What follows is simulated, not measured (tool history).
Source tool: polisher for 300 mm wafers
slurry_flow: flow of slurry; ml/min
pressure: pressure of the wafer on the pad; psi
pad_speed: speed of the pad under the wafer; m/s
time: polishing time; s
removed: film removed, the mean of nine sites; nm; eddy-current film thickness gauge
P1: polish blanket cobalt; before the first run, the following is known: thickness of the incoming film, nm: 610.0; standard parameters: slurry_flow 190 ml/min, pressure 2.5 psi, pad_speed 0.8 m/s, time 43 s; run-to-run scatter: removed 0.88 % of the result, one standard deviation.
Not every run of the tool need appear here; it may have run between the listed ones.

run,hour,slurry_flow,pressure,pad_speed,time,wafers polished on this pad,hours since the slurry nozzle was cleaned,hours since the head pressure was calibrated,removed
1,6.7,190,2.5,0.8,43,538,109.8,784.3,247.38
2,19.4,190,3.7,0.8,43,746,122.5,797,362.75
3,31.9,190,2.5,0.8,43,950,135,809.5,245.33
4,40.4,190,2.5,0.8,43,1089,143.5,818,243.65
5,49,190,2.5,0.36,43,1230,152.1,826.6,111.18
6,54.8,190,1.2,1,43,1325,157.9,832.4,145.18
7,64.9,260,2.5,0.8,43,1490,168,842.5,258.08
8,70.5,190,2.5,0.8,43,1582,173.6,848.1,247.92
9,78,190,2.5,1.24,43,1705,181.1,855.6,383.16
10,87.2,190,2.5,0.8,19,1855,190.3,864.8,110.45
# hour 93.2: head pressure recalibrated
11,93.4,190,2.5,0.8,68,1957,196.5,0.2,382.83
12,102.4,115,2.5,0.8,43,2104,205.5,9.2,225.11
13,114.6,190,1.5,0.8,43,2304,217.7,21.4,150.28
14,125.3,190,2.5,0.8,43,2479,228.4,32.1,244.16
15,136.5,140,2.5,0.8,21,2662,239.6,43.3,113.22
16,144.1,190,2.5,0.8,43,2787,247.2,50.9,246.01
17,152.5,190,2.5,0.8,43,2924,255.6,59.3,241.25
18,165.3,190,2.5,0.8,43,3134,268.4,72.1,229.96
19,174.2,190,2.5,0.8,43,3279,277.3,81,229.53
20,182.9,190,2.5,0.8,43,3422,286,89.7,227.63
21,193,190,2.5,0.8,43,3587,296.1,99.8,231.3
# hour 198.5: worn pad replaced by a new one
22,201.1,190,2.5,0.8,43,43,304.2,107.9,225.89
23,207.4,190,2.5,0.8,43,146,310.5,114.2,228.13
24,218.5,190,2.5,0.8,43,327,321.6,125.3,224.01
25,224.3,190,2.5,0.8,43,422,327.4,131.1,228.94
26,235,190,2.5,0.8,43,597,338.1,141.8,227.16
27,243.8,190,2.5,0.8,43,741,346.9,150.6,227.78

Something has made what P1 gives creep away from where it was; the 2 causes below, each at its own stated size, fit the log equally well:
A: slurry flow missing at the pad, % = 38.5
B: head's pressure below its setpoint, % = 8.12
At approximately hour 144.1, the process output began to creep.
Why every other cause is out:
removal rate lost through wear of the pad, %: work on it at hour 198.5, done after the drift set in, did not restore what the process gave before

Below are 4 check runs, each averaged over 3 wafers, with their results shown as question marks. Which of them would give clearly different results depending on which cause is behind the drift?
check 1,252.6,190,2.5,1.2,43,,,,?
check 2,252.6,190,2.5,0.38,66,,,,?
check 3,252.6,190,2.5,0.58,21,,,,?
check 4,252.6,120,2.5,0.8,43,,,,?

Outcome of each check run for each possible cause:
check,result,if A,if B
check 1,removed,339.44,339.42
check 2,removed,164.98,164.97
check 3,removed,80.124,80.119
check 4,removed,200.28,209.1
Separation of the two closest causes in each check, using whichever result separates them best: check 1 0.01 %; check 2 0.01 %; check 3 0.01 %; check 4 4.31 %
The causes can be told apart only by check 4. The other checks would give nearly the same results under each of them.

Check 4 was carried out, with these results: removed 209.13 nm. Which of the listed causes is responsible?

It was cause B: head's pressure below its setpoint, %.

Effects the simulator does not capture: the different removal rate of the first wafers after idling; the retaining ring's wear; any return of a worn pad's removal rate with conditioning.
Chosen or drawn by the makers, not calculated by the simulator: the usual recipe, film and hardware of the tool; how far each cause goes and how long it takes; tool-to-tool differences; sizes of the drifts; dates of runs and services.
